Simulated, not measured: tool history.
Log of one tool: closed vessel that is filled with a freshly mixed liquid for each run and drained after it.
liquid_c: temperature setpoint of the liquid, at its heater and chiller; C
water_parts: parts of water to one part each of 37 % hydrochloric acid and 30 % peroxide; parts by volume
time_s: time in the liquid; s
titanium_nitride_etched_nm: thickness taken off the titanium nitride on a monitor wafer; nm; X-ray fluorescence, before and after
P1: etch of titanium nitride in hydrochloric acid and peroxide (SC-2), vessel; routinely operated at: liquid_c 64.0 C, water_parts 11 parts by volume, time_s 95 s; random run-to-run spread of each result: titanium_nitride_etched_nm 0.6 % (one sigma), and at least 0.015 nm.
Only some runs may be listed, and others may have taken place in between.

| run | hour | liquid_c | water_parts | time_s | hours since the thermometer was replaced | hours since the chemicals flow meter was replaced | hours since the drum of peroxide was connected | titanium_nitride_etched_nm |
|---|---|---|---|---|---|---|---|---|
| 1 | 14.5 | 64.0 | 11 | 95 | 761.4 | 1018.5 | 131.0 | 5.4300 |
| 2 | 26.7 | 72.0 | 11 | 95 | 773.6 | 1030.7 | 143.2 | 8.7742 |
| 3 | 42.8 | 51.5 | 11 | 95 | 789.7 | 1046.8 | 159.3 | 2.4659 |
| 4 | 57.9 | 64.0 | 4 | 95 | 804.8 | 1061.9 | 174.4 | 11.7050 |
| 5 | 75.7 | 64.0 | 11 | 95 | 822.6 | 1079.7 | 192.2 | 5.3821 |
| 6 | 86.5 | 64.0 | 11 | 30 | 833.4 | 1090.5 | 203.0 | 1.7058 |
| 7 | 101.1 | 64.0 | 11 | 95 | 848.0 | 1105.1 | 217.6 | 5.3745 |
| 8 | 119.9 | 64.0 | 11 | 140 | 866.8 | 1123.9 | 236.4 | 8.0039 |
| 9 | 132.9 | 64.0 | 18 | 95 | 879.8 | 1136.9 | 249.4 | 3.5434 |
| 10 | 149.5 | 49.5 | 17 | 95 | 896.4 | 1153.5 | 266.0 | 1.4790 |
| 11 | 160.5 | 64.0 | 11 | 95 | 907.4 | 1164.5 | 277.0 | 5.3795 |
| 12 | 173.6 | 64.0 | 11 | 95 | 920.5 | 1177.6 | 290.1 | 5.3855 |
| 13 | 181.8 | 64.0 | 4 | 180 | 928.7 | 1185.8 | 298.3 | 21.9100 |
| 14 | 196.1 | 64.0 | 11 | 95 | 943.0 | 1200.1 | 312.6 | 5.3767 |
| 15 | 205.5 | 64.0 | 11 | 95 | 952.4 | 1209.5 | 322.0 | 5.5749 |
| 16 | 215.7 | 64.0 | 11 | 95 | 962.6 | 1219.7 | 332.2 | 5.6735 |
| 17 | 228.5 | 64.0 | 11 | 95 | 975.4 | 1232.5 | 345.0 | 5.7638 |
| 18 | 243.8 | 64.0 | 11 | 95 | 990.7 | 1247.8 | 360.3 | 5.8306 |
| 19 | 259.5 | 64.0 | 11 | 95 | 1006.4 | 1263.5 | 376.0 | 5.8578 |

Predict the results of run 20:
| 20 | 275.4 | 64.0 | 11 | 95 | 1022.3 | 1279.4 | 391.9 | ? |

For run 20 the tool returned titanium_nitride_etched_nm 5.9293 nm.
